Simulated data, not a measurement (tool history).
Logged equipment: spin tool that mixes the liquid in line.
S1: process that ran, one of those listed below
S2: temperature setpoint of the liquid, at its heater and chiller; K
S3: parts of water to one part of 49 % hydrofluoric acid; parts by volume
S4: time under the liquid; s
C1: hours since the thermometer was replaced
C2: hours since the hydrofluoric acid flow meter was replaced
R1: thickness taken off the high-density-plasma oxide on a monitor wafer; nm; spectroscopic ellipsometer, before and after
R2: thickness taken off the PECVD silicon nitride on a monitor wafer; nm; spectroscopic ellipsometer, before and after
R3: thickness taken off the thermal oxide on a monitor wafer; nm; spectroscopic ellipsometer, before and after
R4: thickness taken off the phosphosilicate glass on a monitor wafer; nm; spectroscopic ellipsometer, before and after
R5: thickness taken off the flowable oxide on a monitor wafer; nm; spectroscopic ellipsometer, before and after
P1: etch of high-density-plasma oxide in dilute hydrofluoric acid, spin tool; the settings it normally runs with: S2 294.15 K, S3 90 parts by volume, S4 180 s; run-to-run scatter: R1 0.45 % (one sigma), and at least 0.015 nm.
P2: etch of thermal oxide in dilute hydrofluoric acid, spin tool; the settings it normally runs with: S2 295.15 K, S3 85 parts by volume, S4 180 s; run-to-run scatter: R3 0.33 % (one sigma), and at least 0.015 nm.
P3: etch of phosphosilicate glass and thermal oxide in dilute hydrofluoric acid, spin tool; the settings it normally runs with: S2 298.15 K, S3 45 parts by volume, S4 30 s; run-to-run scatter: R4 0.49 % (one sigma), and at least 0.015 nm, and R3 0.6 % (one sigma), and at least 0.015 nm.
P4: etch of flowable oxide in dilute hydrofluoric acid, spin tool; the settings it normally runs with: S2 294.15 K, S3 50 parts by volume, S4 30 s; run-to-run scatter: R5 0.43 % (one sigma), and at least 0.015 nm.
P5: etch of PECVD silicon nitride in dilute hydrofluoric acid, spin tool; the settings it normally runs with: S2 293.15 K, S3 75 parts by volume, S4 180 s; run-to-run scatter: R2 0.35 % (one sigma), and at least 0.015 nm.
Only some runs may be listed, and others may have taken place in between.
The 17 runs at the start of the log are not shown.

{"run": 18, "hour": 58.4, "S1": "P4", "S2": 290.15, "S3": 50, "S4": 30, "C1": 601.6, "C2": 532.5, "R5": 12.774}
{"run": 19, "hour": 62.3, "S1": "P1", "S2": 294.15, "S3": 150, "S4": 180, "C1": 605.5, "C2": 536.4, "R1": 5.0053}
{"run": 20, "hour": 66.4, "S1": "P2", "S2": 299.15, "S3": 85, "S4": 180, "C1": 609.6, "C2": 540.5, "R3": 10.644}
{"hour": 68.4, "done": "hydrofluoric acid flow meter replaced"}
{"run": 21, "hour": 69.9, "S1": "P4", "S2": 294.15, "S3": 25, "S4": 30, "C1": 613.1, "C2": 1.6, "R5": 31.272}
{"run": 22, "hour": 73.5, "S1": "P3", "S2": 298.15, "S3": 45, "S4": 15, "C1": 616.7, "C2": 5.2, "R3": 1.8676, "R4": 53.751}
{"run": 23, "hour": 77.8, "S1": "P5", "S2": 290.15, "S3": 75, "S4": 180, "C1": 621, "C2": 9.5, "R2": 5.7442}
{"run": 24, "hour": 79.7, "S1": "P1", "S2": 294.15, "S3": 90, "S4": 15, "C1": 622.9, "C2": 11.4, "R1": 0.73588}
{"run": 25, "hour": 83.6, "S1": "P1", "S2": 294.15, "S3": 90, "S4": 180, "C1": 626.8, "C2": 15.3, "R1": 9.001}
{"run": 26, "hour": 86.6, "S1": "P1", "S2": 294.15, "S3": 90, "S4": 180, "C1": 629.8, "C2": 18.3, "R1": 9.0269}
{"run": 27, "hour": 90.1, "S1": "P5", "S2": 293.15, "S3": 35, "S4": 180, "C1": 633.3, "C2": 21.8, "R2": 14.952}
{"run": 28, "hour": 93.6, "S1": "P4", "S2": 294.15, "S3": 50, "S4": 30, "C1": 636.8, "C2": 25.3, "R5": 15.211}

Estimate the outcome of run 29 from the log above:
{"run": 29, "hour": 95.5, "S1": "P3", "S2": 298.15, "S3": 65, "S4": 30, "C1": 638.7, "C2": 27.2, "R3": "?", "R4": "?"}

{"run 29": {"R3": 2.5335, "R4": 71.952}}
